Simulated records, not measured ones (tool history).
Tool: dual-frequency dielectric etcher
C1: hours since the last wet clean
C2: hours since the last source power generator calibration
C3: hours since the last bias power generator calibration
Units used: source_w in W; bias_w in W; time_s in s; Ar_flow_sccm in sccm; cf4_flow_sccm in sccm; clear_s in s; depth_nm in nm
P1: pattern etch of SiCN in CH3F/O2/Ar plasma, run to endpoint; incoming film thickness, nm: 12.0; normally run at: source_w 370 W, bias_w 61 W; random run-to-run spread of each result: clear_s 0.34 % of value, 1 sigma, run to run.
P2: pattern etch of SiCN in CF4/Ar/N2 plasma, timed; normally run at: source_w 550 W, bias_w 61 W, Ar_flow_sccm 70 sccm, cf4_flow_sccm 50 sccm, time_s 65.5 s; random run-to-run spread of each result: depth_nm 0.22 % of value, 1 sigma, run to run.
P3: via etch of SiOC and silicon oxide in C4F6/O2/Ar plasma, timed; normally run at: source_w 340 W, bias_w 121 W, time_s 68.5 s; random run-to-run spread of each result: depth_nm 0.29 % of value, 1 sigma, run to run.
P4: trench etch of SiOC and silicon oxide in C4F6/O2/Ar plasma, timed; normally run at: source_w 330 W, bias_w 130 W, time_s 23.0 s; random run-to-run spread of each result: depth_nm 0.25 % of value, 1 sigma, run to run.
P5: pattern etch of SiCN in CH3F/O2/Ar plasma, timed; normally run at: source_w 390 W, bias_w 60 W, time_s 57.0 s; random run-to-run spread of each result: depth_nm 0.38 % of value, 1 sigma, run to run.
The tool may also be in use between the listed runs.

Run 1, hour 4.2: process P1, source_w 370 W, bias_w 61 W; C1 95.3; C2 554.0; C3 3283.0. Result: clear_s 32.903 s.
Run 2, hour 9.2: process P4, source_w 330 W, bias_w 130 W, time_s 33.5 s; C1 100.3; C2 559.0; C3 3288.0. Result: depth_nm 57.891 nm.
Run 3, hour 14.8: process P1, source_w 480 W, bias_w 61 W; C1 105.9; C2 564.6; C3 3293.6. Result: clear_s 30.066 s.
Run 4, hour 18.9: process P1, source_w 370 W, bias_w 61 W; C1 110.0; C2 568.7; C3 3297.7. Result: clear_s 33.054 s.
Run 5, hour 26.3: process P1, source_w 300 W, bias_w 74 W; C1 117.4; C2 576.1; C3 3305.1. Result: clear_s 33.513 s.
At hour 30.4: wet clean of the chamber.
Run 6, hour 33.5: process P5, source_w 390 W, bias_w 60 W, time_s 57.0 s; C1 3.2; C2 583.3; C3 3312.3. Result: depth_nm 19.448 nm.
Run 7, hour 40.7: process P1, source_w 370 W, bias_w 44 W; C1 10.4; C2 590.5; C3 3319.5. Result: clear_s 36.890 s.
Run 8, hour 44.8: process P2, source_w 550 W, bias_w 61 W, time_s 65.5 s, Ar_flow_sccm 70 sccm, cf4_flow_sccm 50 sccm; C1 14.5; C2 594.6; C3 3323.6. Result: depth_nm 63.171 nm.
Run 9, hour 50.7: process P5, source_w 250 W, bias_w 60 W, time_s 57.0 s; C1 20.4; C2 600.5; C3 3329.5. Result: depth_nm 16.421 nm.
Run 10, hour 55.6: process P4, source_w 270 W, bias_w 130 W, time_s 23.0 s; C1 25.3; C2 605.4; C3 3334.4. Result: depth_nm 36.562 nm.
Run 11, hour 59.3: process P2, source_w 550 W, bias_w 61 W, time_s 47.5 s, Ar_flow_sccm 70 sccm, cf4_flow_sccm 50 sccm; C1 29.0; C2 609.1; C3 3338.1. Result: depth_nm 45.903 nm.
Run 12, hour 64.2: process P1, source_w 370 W, bias_w 61 W; C1 33.9; C2 614.0; C3 3343.0. Result: clear_s 33.397 s.
Run 13, hour 67.5: process P3, source_w 340 W, bias_w 121 W, time_s 68.5 s; C1 37.2; C2 617.3; C3 3346.3. Result: depth_nm 64.673 nm.
Run 14, hour 75.0: process P2, source_w 350 W, bias_w 61 W, time_s 65.5 s, Ar_flow_sccm 70 sccm, cf4_flow_sccm 50 sccm; C1 44.7; C2 624.8; C3 3353.8. Result: depth_nm 42.400 nm.
Run 15, hour 80.7: process P3, source_w 260 W, bias_w 121 W, time_s 68.5 s; C1 50.4; C2 630.5; C3 3359.5. Result: depth_nm 58.072 nm.
Run 16, hour 85.8: process P4, source_w 330 W, bias_w 130 W, time_s 23.0 s; C1 55.5; C2 635.6; C3 3364.6. Result: depth_nm 39.710 nm.
Run 17, hour 90.6: process P2, source_w 550 W, bias_w 76 W, time_s 65.5 s, Ar_flow_sccm 70 sccm, cf4_flow_sccm 50 sccm; C1 60.3; C2 640.4; C3 3369.4. Result: depth_nm 68.172 nm.
Run 18, hour 95.4: process P5, source_w 390 W, bias_w 60 W, time_s 57.0 s; C1 65.1; C2 645.2; C3 3374.2. Result: depth_nm 19.355 nm.
Run 19, hour 100.6: process P2, source_w 550 W, bias_w 61 W, time_s 65.5 s, Ar_flow_sccm 70 sccm, cf4_flow_sccm 71 sccm; C1 70.3; C2 650.4; C3 3379.4. Result: depth_nm 66.474 nm.
Run 20, hour 106.7: process P2, source_w 550 W, bias_w 61 W, time_s 65.5 s, Ar_flow_sccm 43 sccm, cf4_flow_sccm 50 sccm; C1 76.4; C2 656.5; C3 3385.5. Result: depth_nm 67.895 nm.
Run 21, hour 113.9: process P3, source_w 340 W, bias_w 95 W, time_s 68.5 s; C1 83.6; C2 663.7; C3 3392.7. Result: depth_nm 60.175 nm.
Run 22, hour 118.8: process P5, source_w 390 W, bias_w 60 W, time_s 31.5 s; C1 88.5; C2 668.6; C3 3397.6. Result: depth_nm 10.675 nm.
Run 23, hour 123.5: process P1, source_w 370 W, bias_w 61 W; C1 93.2; C2 673.3; C3 3402.3. Result: clear_s 33.081 s.
Run 24, hour 130.2: process P5, source_w 390 W, bias_w 35 W, time_s 57.0 s; C1 99.9; C2 680.0; C3 3409.0. Result: depth_nm 16.210 nm.
Run 25, hour 133.6: process P3, source_w 340 W, bias_w 121 W, time_s 44.0 s; C1 103.3; C2 683.4; C3 3412.4. Result: depth_nm 41.338 nm.
Run 26, hour 139.5: process P1, source_w 260 W, bias_w 61 W; C1 109.2; C2 689.3; C3 3418.3. Result: clear_s 38.123 s.
Run 27, hour 145.6: process P1, source_w 370 W, bias_w 82 W; C1 115.3; C2 695.4; C3 3424.4. Result: clear_s 29.903 s.
Run 28, hour 153.0: process P2, source_w 550 W, bias_w 61 W, time_s 65.5 s, Ar_flow_sccm 70 sccm, cf4_flow_sccm 50 sccm; C1 122.7; C2 702.8; C3 3431.8. Result: depth_nm 63.194 nm.
Run 29, hour 159.4: process P4, source_w 330 W, bias_w 86 W, time_s 23.0 s; C1 129.1; C2 709.2; C3 3438.2. Result: depth_nm 35.287 nm.
Run 30, hour 163.3: process P1, source_w 370 W, bias_w 61 W; C1 133.0; C2 713.1; C3 3442.1. Result: clear_s 33.270 s.
Run 31, hour 167.7: process P4, source_w 330 W, bias_w 130 W, time_s 23.0 s; C1 137.4; C2 717.5; C3 3446.5. Result: depth_nm 39.615 nm.
Run 32, hour 171.9: process P1, source_w 370 W, bias_w 61 W; C1 141.6; C2 721.7; C3 3450.7. Result: clear_s 33.042 s.
Run 33, hour 177.4: process P1, source_w 370 W, bias_w 61 W; C1 147.1; C2 727.2; C3 3456.2. Result: clear_s 33.646 s.
Run 34, hour 181.8: process P1, source_w 370 W, bias_w 61 W; C1 151.5; C2 731.6; C3 3460.6. Result: clear_s 33.294 s.
Run 35, hour 187.7: process P1, source_w 370 W, bias_w 61 W; C1 157.4; C2 737.5; C3 3466.5. Result: clear_s 33.580 s.
Run 36, hour 193.6: process P1, source_w 370 W, bias_w 61 W; C1 163.3; C2 743.4; C3 3472.4. Result: clear_s 33.610 s.
Run 37, hour 198.6: process P1, source_w 370 W, bias_w 61 W; C1 168.3; C2 748.4; C3 3477.4. Result: clear_s 33.666 s.
At hour 203.1: wet clean of the chamber.
Run 38, hour 205.1: process P1, source_w 370 W, bias_w 61 W; C1 2.1; C2 754.9; C3 3483.9. Result: clear_s 33.550 s.
Run 39, hour 211.1: process P1, source_w 370 W, bias_w 61 W; C1 8.1; C2 760.9; C3 3489.9. Result: clear_s 33.642 s.
Run 40, hour 217.4: process P1, source_w 370 W, bias_w 61 W; C1 14.4; C2 767.2; C3 3496.2. Result: clear_s 33.661 s.
Run 41, hour 222.1: process P1, source_w 370 W, bias_w 61 W; C1 19.1; C2 771.9; C3 3500.9. Result: clear_s 33.729 s.
Run 42, hour 226.2: process P1, source_w 370 W, bias_w 61 W; C1 23.2; C2 776.0; C3 3505.0. Result: clear_s 33.891 s.
Run 43, hour 232.6: process P1, source_w 370 W, bias_w 61 W; C1 29.6; C2 782.4; C3 3511.4. Result: clear_s 33.659 s.

What P1 gives has crept off from where it sat before. The 2 causes that follow fit the log equally well, each at the size noted:
A: source power that arrives under what is set, % = 4.42
B: bias power that arrives under what is set, % = 4.91
The gradual shift began around hour 171.9.
All other causes, with the reason each is excluded:
chamber walls in a state that lowers the etch rate, %: serviced at hour 203.1, after the change had begun; the process did not return to its earlier output

Which of the 4 check runs listed below separates the causes, so that each cause would produce a clearly different result? Each run uses one wafer, and its results are marked with question marks.
Run check 1, hour 239.0: process P3, source_w 340 W, bias_w 121 W, time_s 68.5 s. Result: depth_nm ?.
Run check 2, hour 239.0: process P5, source_w 390 W, bias_w 60 W, time_s 57.0 s. Result: depth_nm ?.
Run check 3, hour 239.0: process P2, source_w 550 W, bias_w 61 W, time_s 65.5 s, Ar_flow_sccm 70 sccm, cf4_flow_sccm 50 sccm. Result: depth_nm ?.
Run check 4, hour 239.0: process P4, source_w 330 W, bias_w 130 W, time_s 23.0 s. Result: depth_nm ?.

Check results expected under each cause:
  check    result    if A    if B
check 1  depth_nm  63.445  63.633
check 2  depth_nm  19.048  19.051
check 3  depth_nm  60.738  62.186
check 4  depth_nm  38.952  39.067
Gap, in per cent, between the two causes that each check separates least, read from the result that separates them most: check 1 0.3 %; check 2 0.02 %; check 3 2.35 %; check 4 0.29 %
Check 3 distinguishes between the causes, while the remaining checks would return nearly the same result for all of them.

The results of check 3 are: depth_nm 60.860 nm. Based on these, which of the listed causes is it?

It is A: source power that arrives under what is set, %.

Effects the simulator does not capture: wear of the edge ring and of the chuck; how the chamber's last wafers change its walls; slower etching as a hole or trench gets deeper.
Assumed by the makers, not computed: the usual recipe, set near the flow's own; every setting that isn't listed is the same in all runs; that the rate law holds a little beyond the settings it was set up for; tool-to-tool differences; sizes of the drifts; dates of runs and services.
